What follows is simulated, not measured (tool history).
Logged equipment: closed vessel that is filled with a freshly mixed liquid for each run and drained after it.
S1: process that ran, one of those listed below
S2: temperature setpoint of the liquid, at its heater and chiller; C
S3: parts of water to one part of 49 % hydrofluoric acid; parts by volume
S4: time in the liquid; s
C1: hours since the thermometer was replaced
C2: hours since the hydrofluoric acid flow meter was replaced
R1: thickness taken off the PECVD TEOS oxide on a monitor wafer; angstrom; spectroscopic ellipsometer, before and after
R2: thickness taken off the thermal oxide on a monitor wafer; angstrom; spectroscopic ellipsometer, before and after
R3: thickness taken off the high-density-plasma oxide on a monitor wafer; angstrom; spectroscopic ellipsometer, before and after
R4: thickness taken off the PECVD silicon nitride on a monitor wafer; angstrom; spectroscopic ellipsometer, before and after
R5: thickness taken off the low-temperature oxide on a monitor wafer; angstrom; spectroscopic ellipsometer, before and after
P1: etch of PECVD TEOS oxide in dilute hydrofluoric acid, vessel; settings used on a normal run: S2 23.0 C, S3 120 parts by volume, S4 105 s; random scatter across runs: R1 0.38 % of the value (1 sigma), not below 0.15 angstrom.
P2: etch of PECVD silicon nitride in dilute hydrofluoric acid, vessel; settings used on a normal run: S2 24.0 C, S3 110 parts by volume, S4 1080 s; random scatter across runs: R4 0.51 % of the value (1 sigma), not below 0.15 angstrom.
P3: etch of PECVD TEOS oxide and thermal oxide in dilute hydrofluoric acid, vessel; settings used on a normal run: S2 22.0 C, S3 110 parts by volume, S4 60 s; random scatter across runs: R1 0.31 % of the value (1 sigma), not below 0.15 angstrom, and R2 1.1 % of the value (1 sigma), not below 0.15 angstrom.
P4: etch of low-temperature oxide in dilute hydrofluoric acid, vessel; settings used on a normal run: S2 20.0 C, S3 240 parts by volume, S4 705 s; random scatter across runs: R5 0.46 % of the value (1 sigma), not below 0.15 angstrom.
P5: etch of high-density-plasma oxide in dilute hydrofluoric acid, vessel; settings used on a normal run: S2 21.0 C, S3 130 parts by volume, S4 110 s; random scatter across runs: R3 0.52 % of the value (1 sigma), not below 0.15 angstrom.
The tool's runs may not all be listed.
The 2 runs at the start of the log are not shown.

run  hour  S1    S2   S3    S4     C1     C2       R1      R2      R3       R4       R5
  3  13.3  P1  27.5  120   180  797.6  328.0  312.300
  4  17.5  P1  18.0   65   105  801.8  332.2  244.440
  5  21.7  P3  22.0  110    60  806.0  336.4   67.541  24.038
  6  27.3  P5  21.0  130   110  811.6  342.0                   50.278
  7  30.1  P1  23.0   45   105  814.4  344.8  448.200
  8  33.5  P5  21.0  130    30  817.8  348.2                   13.842
  9  38.1  P1  23.0  120   105  822.4  352.8  153.670
 10  43.0  P3  22.0  110    60  827.3  357.7   66.982  24.003
 11  48.4  P3  22.0  110   100  832.7  363.1  111.330  39.666
 12  54.6  P2  24.0   35  1080  838.9  369.3                           1091.40
 13  58.7  P4  20.0  240   210  843.0  373.4                                     89.326
 14  64.9  P1  17.0  120   105  849.2  379.6  120.610
 15  68.5  P5  21.0  130   110  852.8  383.2                   49.551
 16  72.6  P3  17.0  110    60  856.9  387.3   54.877  19.401
 17  77.3  P5  21.0  210   110  861.6  392.0                   28.597
 18  81.4  P1  23.0  120   105  865.7  396.1  152.290
 19  84.9  P1  23.0  120   175  869.2  399.6  256.120
 20  88.7  P4  20.0  110   705  873.0  403.4                                    746.820
 21  93.4  P2  28.5  110  1080  877.7  408.1                            474.34

Run 22 comes next. What will it give?
 22  97.2  P4  26.5  240  705  881.5  411.9                   ?

{"run 22": {"R5": 377.46}}
